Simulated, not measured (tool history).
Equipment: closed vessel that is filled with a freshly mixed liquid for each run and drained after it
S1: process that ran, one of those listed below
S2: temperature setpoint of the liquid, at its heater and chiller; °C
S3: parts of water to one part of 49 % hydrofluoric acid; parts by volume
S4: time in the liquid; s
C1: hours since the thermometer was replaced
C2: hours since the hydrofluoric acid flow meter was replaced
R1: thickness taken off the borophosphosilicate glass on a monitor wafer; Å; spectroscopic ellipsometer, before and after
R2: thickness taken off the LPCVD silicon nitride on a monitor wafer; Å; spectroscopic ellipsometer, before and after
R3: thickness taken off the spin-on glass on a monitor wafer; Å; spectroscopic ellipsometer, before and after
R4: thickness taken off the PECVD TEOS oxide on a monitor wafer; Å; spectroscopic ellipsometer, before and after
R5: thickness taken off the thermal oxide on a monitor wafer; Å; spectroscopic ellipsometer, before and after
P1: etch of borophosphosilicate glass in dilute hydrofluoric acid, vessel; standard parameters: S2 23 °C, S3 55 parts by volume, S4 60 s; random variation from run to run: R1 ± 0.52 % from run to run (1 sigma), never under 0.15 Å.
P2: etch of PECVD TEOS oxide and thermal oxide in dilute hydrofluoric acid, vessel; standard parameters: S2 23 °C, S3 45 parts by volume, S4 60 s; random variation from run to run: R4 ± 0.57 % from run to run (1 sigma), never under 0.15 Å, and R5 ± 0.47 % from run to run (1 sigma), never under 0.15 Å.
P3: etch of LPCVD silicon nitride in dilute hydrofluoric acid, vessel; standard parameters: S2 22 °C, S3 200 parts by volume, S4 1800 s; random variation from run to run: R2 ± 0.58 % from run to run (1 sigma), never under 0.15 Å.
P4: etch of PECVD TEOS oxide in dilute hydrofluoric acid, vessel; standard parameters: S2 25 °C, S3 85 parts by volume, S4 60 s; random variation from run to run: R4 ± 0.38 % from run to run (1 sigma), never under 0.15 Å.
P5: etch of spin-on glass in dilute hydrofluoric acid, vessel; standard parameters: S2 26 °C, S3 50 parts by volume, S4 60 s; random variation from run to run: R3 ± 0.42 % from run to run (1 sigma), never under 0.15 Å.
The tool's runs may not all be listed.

Run 1, hour 7.3: S1 P1, S2 23 °C, S3 55 parts by volume, S4 60 s; C1 847; C2 413.9. Result: R1 447.69 Å.
Run 2, hour 11.2: S1 P1, S2 31.5 °C, S3 55 parts by volume, S4 60 s; C1 850.9; C2 417.8. Result: R1 631.74 Å.
Run 3, hour 18.7: S1 P3, S2 22 °C, S3 200 parts by volume, S4 2670 s; C1 858.4; C2 425.3. Result: R2 63.592 Å.
Run 4, hour 22.9: S1 P5, S2 26 °C, S3 50 parts by volume, S4 115 s; C1 862.6; C2 429.5. Result: R3 850.91 Å.
Run 5, hour 27.3: S1 P1, S2 23 °C, S3 55 parts by volume, S4 60 s; C1 867; C2 433.9. Result: R1 446.68 Å.
Run 6, hour 31.2: S1 P4, S2 25 °C, S3 85 parts by volume, S4 60 s; C1 870.9; C2 437.8. Result: R4 212.04 Å.
Run 7, hour 38.8: S1 P1, S2 17 °C, S3 55 parts by volume, S4 60 s; C1 878.5; C2 445.4. Result: R1 349.07 Å.
Run 8, hour 44.9: S1 P1, S2 23 °C, S3 55 parts by volume, S4 30 s; C1 884.6; C2 451.5. Result: R1 224.58 Å.
Run 9, hour 52.7: S1 P1, S2 23 °C, S3 55 parts by volume, S4 100 s; C1 892.4; C2 459.3. Result: R1 736.69 Å.
Run 10, hour 60: S1 P2, S2 23 °C, S3 45 parts by volume, S4 60 s; C1 899.7; C2 466.6. Result: R4 271.14 Å, R5 63.981 Å.
Run 11, hour 66.9: S1 P5, S2 26 °C, S3 30 parts by volume, S4 60 s; C1 906.6; C2 473.5. Result: R3 763.6 Å.
Run 12, hour 73.9: S1 P4, S2 25 °C, S3 130 parts by volume, S4 60 s; C1 913.6; C2 480.5. Result: R4 130.48 Å.
Run 13, hour 79.4: S1 P5, S2 22 °C, S3 50 parts by volume, S4 60 s; C1 919.1; C2 486. Result: R3 375.8 Å.
Run 14, hour 83.9: S1 P4, S2 25 °C, S3 85 parts by volume, S4 105 s; C1 923.6; C2 490.5. Result: R4 371.1 Å.
Run 15, hour 89.3: S1 P1, S2 23 °C, S3 55 parts by volume, S4 60 s; C1 929; C2 495.9. Result: R1 445.1 Å.
Run 16, hour 96.8: S1 P1, S2 23 °C, S3 55 parts by volume, S4 60 s; C1 936.5; C2 503.4. Result: R1 445.06 Å.
Run 17, hour 101.9: S1 P3, S2 22 °C, S3 200 parts by volume, S4 1800 s; C1 941.6; C2 508.5. Result: R2 42.464 Å.
Run 18, hour 108.6: S1 P3, S2 22 °C, S3 355 parts by volume, S4 1800 s; C1 948.3; C2 515.2. Result: R2 23.754 Å.
Run 19, hour 115.4: S1 P1, S2 23 °C, S3 25 parts by volume, S4 35 s; C1 955.1; C2 522. Result: R1 593.22 Å.
Run 20, hour 121.8: S1 P5, S2 26 °C, S3 50 parts by volume, S4 60 s; C1 961.5; C2 528.4. Result: R3 443.22 Å.
Run 21, hour 128.8: S1 P2, S2 23 °C, S3 45 parts by volume, S4 60 s; C1 968.5; C2 535.4. Result: R4 268.57 Å, R5 64.006 Å.
Run 22, hour 134.2: S1 P2, S2 23 °C, S3 20 parts by volume, S4 60 s; C1 973.9; C2 540.8. Result: R4 631.35 Å, R5 149.12 Å.
Run 23, hour 140.4: S1 P5, S2 26 °C, S3 50 parts by volume, S4 60 s; C1 980.1; C2 547. Result: R3 444.43 Å.
Run 24, hour 144.9: S1 P1, S2 23 °C, S3 55 parts by volume, S4 60 s; C1 984.6; C2 551.5. Result: R1 448.96 Å.
Run 25, hour 152.1: S1 P2, S2 23 °C, S3 45 parts by volume, S4 90 s; C1 991.8; C2 558.7. Result: R4 408.01 Å, R5 96.187 Å.
Run 26, hour 158: S1 P1, S2 23 °C, S3 30 parts by volume, S4 60 s; C1 997.7; C2 564.6. Result: R1 846.24 Å.
At hour 163.9: hydrofluoric acid flow meter replaced.
Run 27, hour 164.3: S1 P2, S2 17 °C, S3 45 parts by volume, S4 60 s; C1 1004; C2 0.5. Result: R4 210.61 Å, R5 49.479 Å.
Run 28, hour 168.2: S1 P1, S2 23 °C, S3 80 parts by volume, S4 60 s; C1 1007.9; C2 4.4. Result: R1 298.55 Å.
Run 29, hour 175: S1 P1, S2 23 °C, S3 55 parts by volume, S4 60 s; C1 1014.7; C2 11.2. Result: R1 447.33 Å.
Run 30, hour 179.3: S1 P4, S2 19.5 °C, S3 85 parts by volume, S4 60 s; C1 1019; C2 15.5. Result: R4 169.77 Å.
Run 31, hour 184: S1 P3, S2 17 °C, S3 200 parts by volume, S4 1800 s; C1 1023.7; C2 20.2. Result: R2 30.459 Å.
Run 32, hour 189.2: S1 P1, S2 23 °C, S3 55 parts by volume, S4 60 s; C1 1028.9; C2 25.4. Result: R1 452.69 Å.
Run 33, hour 194.4: S1 P1, S2 23 °C, S3 55 parts by volume, S4 60 s; C1 1034.1; C2 30.6. Result: R1 457.04 Å.
Run 34, hour 201.6: S1 P1, S2 23 °C, S3 55 parts by volume, S4 60 s; C1 1041.3; C2 37.8. Result: R1 464.01 Å.
Run 35, hour 208.6: S1 P1, S2 23 °C, S3 55 parts by volume, S4 60 s; C1 1048.3; C2 44.8. Result: R1 470.6 Å.
Run 36, hour 216.9: S1 P1, S2 23 °C, S3 55 parts by volume, S4 60 s; C1 1056.6; C2 53.1. Result: R1 472.97 Å.
Run 37, hour 221.3: S1 P1, S2 23 °C, S3 55 parts by volume, S4 60 s; C1 1061; C2 57.5. Result: R1 474.15 Å.
Run 38, hour 226.1: S1 P1, S2 23 °C, S3 55 parts by volume, S4 60 s; C1 1065.8; C2 62.3. Result: R1 473.68 Å.
Run 39, hour 233.9: S1 P1, S2 23 °C, S3 55 parts by volume, S4 60 s; C1 1073.6; C2 70.1. Result: R1 478.63 Å.
Run 40, hour 240.5: S1 P1, S2 23 °C, S3 55 parts by volume, S4 60 s; C1 1080.2; C2 76.7. Result: R1 480.67 Å.
Run 41, hour 248: S1 P1, S2 23 °C, S3 55 parts by volume, S4 60 s; C1 1087.7; C2 84.2. Result: R1 478.3 Å.

What P1 gives has crept away from where it was. These 2 causes fit the log equally well, each at the size given:
A: hydrofluoric acid flow above the setpoint (%) = 6.44
B: liquid hotter than its thermometer reads (K) = 1.63
The gradual shift began around hour 189.2.

Each of the check runs listed below is run on 2 wafers and reports their average, with the results left as question marks. Pick the one under which the possible causes would lead to clearly different results.
Run check 1, hour 255.5: S1 P3, S2 22 °C, S3 200 parts by volume, S4 1800 s. Result: R2 ?.
Run check 2, hour 255.5: S1 P2, S2 23 °C, S3 45 parts by volume, S4 60 s. Result: R4 ?, R5 ?.
Run check 3, hour 255.5: S1 P5, S2 26 °C, S3 50 parts by volume, S4 60 s. Result: R3 ?.
Run check 4, hour 255.5: S1 P4, S2 25 °C, S3 85 parts by volume, S4 60 s. Result: R4 ?.

If the cause were each of the candidates in turn, the checks would give the following:
  check  result    if A    if B
check 1      R2   44.97  46.947
check 2      R4   288.4  288.85
check 2      R5  68.703   68.81
check 3      R3  474.08  473.53
check 4      R4  227.08     226
Minimum pairwise separation of causes per check, each pair taken at its best-separating result: check 1 4.3 %; check 2 0.16 %; check 3 0.11 %; check 4 0.48 %
Check 1 tells the causes apart: in the others they would give nearly the same result.

Check 1 was then run and gave: R2 44.892 Å. Which cause is it?

Of the candidate causes, it is A: hydrofluoric acid flow above the setpoint (%).

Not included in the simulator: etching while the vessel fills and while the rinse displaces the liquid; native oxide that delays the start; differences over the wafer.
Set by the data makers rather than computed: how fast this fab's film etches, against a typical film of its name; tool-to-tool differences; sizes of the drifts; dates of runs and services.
